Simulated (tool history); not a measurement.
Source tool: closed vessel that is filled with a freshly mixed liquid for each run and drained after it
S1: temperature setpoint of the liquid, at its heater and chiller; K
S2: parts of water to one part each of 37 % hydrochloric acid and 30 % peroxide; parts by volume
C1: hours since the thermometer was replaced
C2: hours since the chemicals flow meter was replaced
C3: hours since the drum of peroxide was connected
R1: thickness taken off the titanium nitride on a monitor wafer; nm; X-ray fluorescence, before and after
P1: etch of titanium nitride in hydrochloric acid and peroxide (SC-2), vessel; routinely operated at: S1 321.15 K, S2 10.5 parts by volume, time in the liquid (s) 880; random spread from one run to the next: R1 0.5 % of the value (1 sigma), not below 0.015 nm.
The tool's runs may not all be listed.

{"run": 1, "hour": 5.7, "S1": 321.15, "S2": 10.5, "time in the liquid (s)": 880, "C1": 2051.3, "C2": 1166.7, "C3": 186, "R1": 34.02}
{"run": 2, "hour": 11.8, "S1": 321.15, "S2": 10.5, "time in the liquid (s)": 1695, "C1": 2057.4, "C2": 1172.8, "C3": 192.1, "R1": 66.188}
{"hour": 17.5, "done": "new drum of peroxide connected"}
{"run": 3, "hour": 20.2, "S1": 308.15, "S2": 10.5, "time in the liquid (s)": 880, "C1": 2065.8, "C2": 1181.2, "C3": 2.8, "R1": 13.695}
{"run": 4, "hour": 30.6, "S1": 321.15, "S2": 17.5, "time in the liquid (s)": 880, "C1": 2076.2, "C2": 1191.6, "C3": 13.2, "R1": 22.078}
{"run": 5, "hour": 37.8, "S1": 333.65, "S2": 10.5, "time in the liquid (s)": 880, "C1": 2083.4, "C2": 1198.8, "C3": 20.4, "R1": 77.796}
{"run": 6, "hour": 48.6, "S1": 321.15, "S2": 10.5, "time in the liquid (s)": 880, "C1": 2094.2, "C2": 1209.6, "C3": 31.2, "R1": 34.361}
{"run": 7, "hour": 54.3, "S1": 321.15, "S2": 10.5, "time in the liquid (s)": 880, "C1": 2099.9, "C2": 1215.3, "C3": 36.9, "R1": 34.325}
{"hour": 61.0, "done": "thermometer replaced"}
{"run": 8, "hour": 62.1, "S1": 321.15, "S2": 4, "time in the liquid (s)": 880, "C1": 1.1, "C2": 1223.1, "C3": 44.7, "R1": 72.094}
{"run": 9, "hour": 69.0, "S1": 321.15, "S2": 17.5, "time in the liquid (s)": 1670, "C1": 8, "C2": 1230, "C3": 51.6, "R1": 41.609}
{"run": 10, "hour": 74.8, "S1": 321.15, "S2": 10.5, "time in the liquid (s)": 440, "C1": 13.8, "C2": 1235.8, "C3": 57.4, "R1": 17.288}
{"run": 11, "hour": 80.3, "S1": 321.15, "S2": 10.5, "time in the liquid (s)": 880, "C1": 19.3, "C2": 1241.3, "C3": 62.9, "R1": 34.219}
{"run": 12, "hour": 87.0, "S1": 321.15, "S2": 10.5, "time in the liquid (s)": 880, "C1": 26, "C2": 1248, "C3": 69.6, "R1": 34.341}
{"run": 13, "hour": 93.3, "S1": 321.15, "S2": 18.5, "time in the liquid (s)": 245, "C1": 32.3, "C2": 1254.3, "C3": 75.9, "R1": 5.8294}
{"run": 14, "hour": 103.9, "S1": 321.15, "S2": 10.5, "time in the liquid (s)": 880, "C1": 42.9, "C2": 1264.9, "C3": 86.5, "R1": 34.097}
{"run": 15, "hour": 112.6, "S1": 321.15, "S2": 10.5, "time in the liquid (s)": 880, "C1": 51.6, "C2": 1273.6, "C3": 95.2, "R1": 33.798}

Run 16, settings as shown, results not yet in. Your forecast:
{"run": 16, "hour": 121.3, "S1": 321.15, "S2": 10.5, "time in the liquid (s)": 880, "C1": 60.3, "C2": 1282.3, "C3": 103.9, "R1": "?"}

Run 16 came out at R1 32.853 nm.

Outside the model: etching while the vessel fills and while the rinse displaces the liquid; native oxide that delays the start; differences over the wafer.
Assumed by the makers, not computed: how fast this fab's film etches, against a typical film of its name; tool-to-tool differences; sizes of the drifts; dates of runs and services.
